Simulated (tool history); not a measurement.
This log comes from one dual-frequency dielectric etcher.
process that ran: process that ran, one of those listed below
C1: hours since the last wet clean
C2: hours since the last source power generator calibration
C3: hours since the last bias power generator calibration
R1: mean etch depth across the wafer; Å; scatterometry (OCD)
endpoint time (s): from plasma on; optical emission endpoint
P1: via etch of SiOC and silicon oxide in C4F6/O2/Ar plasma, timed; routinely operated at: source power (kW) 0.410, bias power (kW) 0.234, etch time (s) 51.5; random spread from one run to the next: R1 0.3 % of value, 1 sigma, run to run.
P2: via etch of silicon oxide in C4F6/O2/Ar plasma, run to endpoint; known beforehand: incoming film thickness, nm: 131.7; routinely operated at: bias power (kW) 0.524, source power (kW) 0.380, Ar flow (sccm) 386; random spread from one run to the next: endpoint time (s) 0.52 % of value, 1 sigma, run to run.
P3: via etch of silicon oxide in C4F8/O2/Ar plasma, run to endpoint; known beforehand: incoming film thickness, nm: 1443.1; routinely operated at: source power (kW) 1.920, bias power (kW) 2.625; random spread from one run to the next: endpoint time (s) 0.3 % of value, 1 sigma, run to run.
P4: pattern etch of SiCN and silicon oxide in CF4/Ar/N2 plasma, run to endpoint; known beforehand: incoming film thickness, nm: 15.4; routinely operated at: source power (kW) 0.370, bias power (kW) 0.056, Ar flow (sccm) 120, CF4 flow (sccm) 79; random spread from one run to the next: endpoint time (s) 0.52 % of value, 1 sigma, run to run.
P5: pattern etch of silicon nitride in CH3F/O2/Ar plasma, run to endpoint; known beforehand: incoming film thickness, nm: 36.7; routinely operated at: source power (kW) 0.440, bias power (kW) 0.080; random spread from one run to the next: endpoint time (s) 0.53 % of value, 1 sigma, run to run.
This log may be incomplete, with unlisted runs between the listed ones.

run 1 hour=13.3 | process_that_ran=P1 source_power_(kW)=0.410 bias_power_(kW)=0.234 etch_time_(s)=51.5 | C1=190.2 C2=3388.0 C3=485.6 | R1=643.57
run 2 hour=26.3 | process_that_ran=P1 source_power_(kW)=0.490 bias_power_(kW)=0.234 etch_time_(s)=51.5 | C1=203.2 C2=3401.0 C3=498.6 | R1=688.19
run 3 hour=34.9 | process_that_ran=P2 source_power_(kW)=0.470 bias_power_(kW)=0.524 Ar_flow_(sccm)=386 | C1=211.8 C2=3409.6 C3=507.2 | endpoint_time_(s)=27.966
run 4 hour=43.3 | process_that_ran=P1 source_power_(kW)=0.410 bias_power_(kW)=0.182 etch_time_(s)=62.0 | C1=220.2 C2=3418.0 C3=515.6 | R1=715.68
run 5 hour=53.4 | process_that_ran=P4 source_power_(kW)=0.370 bias_power_(kW)=0.056 Ar_flow_(sccm)=120 CF4_flow_(sccm)=106 | C1=230.3 C2=3428.1 C3=525.7 | endpoint_time_(s)=22.678
run 6 hour=61.7 | process_that_ran=P4 source_power_(kW)=0.370 bias_power_(kW)=0.056 Ar_flow_(sccm)=88 CF4_flow_(sccm)=79 | C1=238.6 C2=3436.4 C3=534.0 | endpoint_time_(s)=22.548
run 7 hour=74.7 | process_that_ran=P1 source_power_(kW)=0.310 bias_power_(kW)=0.234 etch_time_(s)=51.5 | C1=251.6 C2=3449.4 C3=547.0 | R1=577.91
run 8 hour=83.6 | process_that_ran=P2 source_power_(kW)=0.380 bias_power_(kW)=0.524 Ar_flow_(sccm)=386 | C1=260.5 C2=3458.3 C3=555.9 | endpoint_time_(s)=29.956
run 9 hour=91.4 | process_that_ran=P2 source_power_(kW)=0.380 bias_power_(kW)=0.524 Ar_flow_(sccm)=386 | C1=268.3 C2=3466.1 C3=563.7 | endpoint_time_(s)=30.136
run 10 hour=104.3 | process_that_ran=P5 source_power_(kW)=0.440 bias_power_(kW)=0.055 | C1=281.2 C2=3479.0 C3=576.6 | endpoint_time_(s)=56.570
run 11 hour=113.2 | process_that_ran=P5 source_power_(kW)=0.440 bias_power_(kW)=0.080 | C1=290.1 C2=3487.9 C3=585.5 | endpoint_time_(s)=50.196
run 12 hour=123.1 | process_that_ran=P4 source_power_(kW)=0.370 bias_power_(kW)=0.038 Ar_flow_(sccm)=120 CF4_flow_(sccm)=79 | C1=300.0 C2=3497.8 C3=595.4 | endpoint_time_(s)=26.957
run 13 hour=134.1 | process_that_ran=P5 source_power_(kW)=0.440 bias_power_(kW)=0.080 | C1=311.0 C2=3508.8 C3=606.4 | endpoint_time_(s)=49.906
run 14 hour=142.3 | process_that_ran=P4 source_power_(kW)=0.370 bias_power_(kW)=0.056 Ar_flow_(sccm)=120 CF4_flow_(sccm)=79 | C1=319.2 C2=3517.0 C3=614.6 | endpoint_time_(s)=23.683
run 15 hour=149.3 | process_that_ran=P1 source_power_(kW)=0.410 bias_power_(kW)=0.234 etch_time_(s)=51.5 | C1=326.2 C2=3524.0 C3=621.6 | R1=643.93
run 16 hour=157.1 | process_that_ran=P1 source_power_(kW)=0.570 bias_power_(kW)=0.234 etch_time_(s)=32.0 | C1=334.0 C2=3531.8 C3=629.4 | R1=455.75
run 17 hour=164.1 | process_that_ran=P3 source_power_(kW)=2.270 bias_power_(kW)=2.625 | C1=341.0 C2=3538.8 C3=636.4 | endpoint_time_(s)=247.770
run 18 hour=172.5 | process_that_ran=P3 source_power_(kW)=1.920 bias_power_(kW)=2.625 | C1=349.4 C2=3547.2 C3=644.8 | endpoint_time_(s)=265.020
run 19 hour=179.1 | process_that_ran=P1 source_power_(kW)=0.410 bias_power_(kW)=0.279 etch_time_(s)=51.5 | C1=356.0 C2=3553.8 C3=651.4 | R1=688.08
run 20 hour=192.5 | process_that_ran=P1 source_power_(kW)=0.410 bias_power_(kW)=0.234 etch_time_(s)=51.5 | C1=369.4 C2=3567.2 C3=664.8 | R1=645.40
-- hour=193.0 wet clean of the chamber
run 21 hour=203.8 | process_that_ran=P2 source_power_(kW)=0.380 bias_power_(kW)=0.425 Ar_flow_(sccm)=386 | C1=10.8 C2=3578.5 C3=676.1 | endpoint_time_(s)=32.474
run 22 hour=217.6 | process_that_ran=P1 source_power_(kW)=0.410 bias_power_(kW)=0.234 etch_time_(s)=51.5 | C1=24.6 C2=3592.3 C3=689.9 | R1=641.41
run 23 hour=225.6 | process_that_ran=P1 source_power_(kW)=0.410 bias_power_(kW)=0.160 etch_time_(s)=51.5 | C1=32.6 C2=3600.3 C3=697.9 | R1=566.41
run 24 hour=236.8 | process_that_ran=P4 source_power_(kW)=0.440 bias_power_(kW)=0.056 Ar_flow_(sccm)=120 CF4_flow_(sccm)=79 | C1=43.8 C2=3611.5 C3=709.1 | endpoint_time_(s)=20.571
run 25 hour=246.4 | process_that_ran=P3 source_power_(kW)=1.920 bias_power_(kW)=1.896 | C1=53.4 C2=3621.1 C3=718.7 | endpoint_time_(s)=289.150
run 26 hour=259.9 | process_that_ran=P1 source_power_(kW)=0.530 bias_power_(kW)=0.234 etch_time_(s)=29.0 | C1=66.9 C2=3634.6 C3=732.2 | R1=399.16
run 27 hour=266.9 | process_that_ran=P1 source_power_(kW)=0.410 bias_power_(kW)=0.234 etch_time_(s)=66.5 | C1=73.9 C2=3641.6 C3=739.2 | R1=832.28
run 28 hour=278.0 | process_that_ran=P1 source_power_(kW)=0.410 bias_power_(kW)=0.234 etch_time_(s)=51.5 | C1=85.0 C2=3652.7 C3=750.3 | R1=643.02
run 29 hour=289.8 | process_that_ran=P5 source_power_(kW)=0.310 bias_power_(kW)=0.080 | C1=96.8 C2=3664.5 C3=762.1 | endpoint_time_(s)=57.434
run 30 hour=303.7 | process_that_ran=P2 source_power_(kW)=0.380 bias_power_(kW)=0.524 Ar_flow_(sccm)=492 | C1=110.7 C2=3678.4 C3=776.0 | endpoint_time_(s)=31.110
run 31 hour=315.8 | process_that_ran=P1 source_power_(kW)=0.410 bias_power_(kW)=0.234 etch_time_(s)=30.0 | C1=122.8 C2=3690.5 C3=788.1 | R1=374.67
run 32 hour=325.4 | process_that_ran=P1 source_power_(kW)=0.410 bias_power_(kW)=0.234 etch_time_(s)=51.5 | C1=132.4 C2=3700.1 C3=797.7 | R1=647.35
run 33 hour=332.3 | process_that_ran=P1 source_power_(kW)=0.410 bias_power_(kW)=0.234 etch_time_(s)=51.5 | C1=139.3 C2=3707.0 C3=804.6 | R1=643.29
run 34 hour=340.8 | process_that_ran=P1 source_power_(kW)=0.410 bias_power_(kW)=0.234 etch_time_(s)=51.5 | C1=147.8 C2=3715.5 C3=813.1 | R1=640.21
run 35 hour=354.3 | process_that_ran=P1 source_power_(kW)=0.410 bias_power_(kW)=0.234 etch_time_(s)=51.5 | C1=161.3 C2=3729.0 C3=826.6 | R1=634.64
-- hour=360.9 wet clean of the chamber
run 36 hour=361.1 | process_that_ran=P1 source_power_(kW)=0.410 bias_power_(kW)=0.234 etch_time_(s)=51.5 | C1=0.2 C2=3735.8 C3=833.4 | R1=638.53
run 37 hour=374.7 | process_that_ran=P1 source_power_(kW)=0.410 bias_power_(kW)=0.234 etch_time_(s)=51.5 | C1=13.8 C2=3749.4 C3=847.0 | R1=633.80
run 38 hour=385.8 | process_that_ran=P1 source_power_(kW)=0.410 bias_power_(kW)=0.234 etch_time_(s)=51.5 | C1=24.9 C2=3760.5 C3=858.1 | R1=634.46
run 39 hour=393.8 | process_that_ran=P1 source_power_(kW)=0.410 bias_power_(kW)=0.234 etch_time_(s)=51.5 | C1=32.9 C2=3768.5 C3=866.1 | R1=633.26
run 40 hour=403.6 | process_that_ran=P1 source_power_(kW)=0.410 bias_power_(kW)=0.234 etch_time_(s)=51.5 | C1=42.7 C2=3778.3 C3=875.9 | R1=638.54
run 41 hour=411.3 | process_that_ran=P1 source_power_(kW)=0.410 bias_power_(kW)=0.234 etch_time_(s)=51.5 | C1=50.4 C2=3786.0 C3=883.6 | R1=632.95
run 42 hour=422.8 | process_that_ran=P1 source_power_(kW)=0.410 bias_power_(kW)=0.234 etch_time_(s)=51.5 | C1=61.9 C2=3797.5 C3=895.1 | R1=634.60

What P1 gives has crept away from where it was. These 2 causes fit the log equally well, each at the size given:
A: source power that arrives under what is set, % = 3.86
B: bias power that arrives under what is set, % = 4.35
The process output started creeping at around hour 325.4.
Why every other cause is out:
chamber walls in a state that lowers the etch rate, %: serviced at hour 360.9, which brought nothing back

4 check runs are offered, each on 5 wafers whose results are averaged, their results left as question marks. Which one tells the causes apart?
run check 1 hour=434.3 | process_that_ran=P4 source_power_(kW)=0.370 bias_power_(kW)=0.056 Ar_flow_(sccm)=120 CF4_flow_(sccm)=79 | endpoint_time_(s)=?
run check 2 hour=434.3 | process_that_ran=P5 source_power_(kW)=0.440 bias_power_(kW)=0.080 | endpoint_time_(s)=?
run check 3 hour=434.3 | process_that_ran=P2 source_power_(kW)=0.380 bias_power_(kW)=0.524 Ar_flow_(sccm)=386 | endpoint_time_(s)=?
run check 4 hour=434.3 | process_that_ran=P3 source_power_(kW)=1.920 bias_power_(kW)=2.625 | endpoint_time_(s)=?

Expected result of each check under each candidate cause:
check=check_1 result=endpoint_time_(s) if_A=24.672 if_B=24.174
check=check_2 result=endpoint_time_(s) if_A=50.776 if_B=50.805
check=check_3 result=endpoint_time_(s) if_A=30.635 if_B=30.705
check=check_4 result=endpoint_time_(s) if_A=268.240 if_B=267.700
How far apart the two closest causes lie, in the result that separates them most: check 1 2.04 %; check 2 0.06 %; check 3 0.23 %; check 4 0.2 %
Of the check runs offered, only check 1 discriminates between the causes; the rest would read about the same regardless of which cause applies.

Check 1 was then run and gave: endpoint time (s) 24.190. Which cause is it?

Of the candidate causes, it is B: bias power that arrives under what is set, %.

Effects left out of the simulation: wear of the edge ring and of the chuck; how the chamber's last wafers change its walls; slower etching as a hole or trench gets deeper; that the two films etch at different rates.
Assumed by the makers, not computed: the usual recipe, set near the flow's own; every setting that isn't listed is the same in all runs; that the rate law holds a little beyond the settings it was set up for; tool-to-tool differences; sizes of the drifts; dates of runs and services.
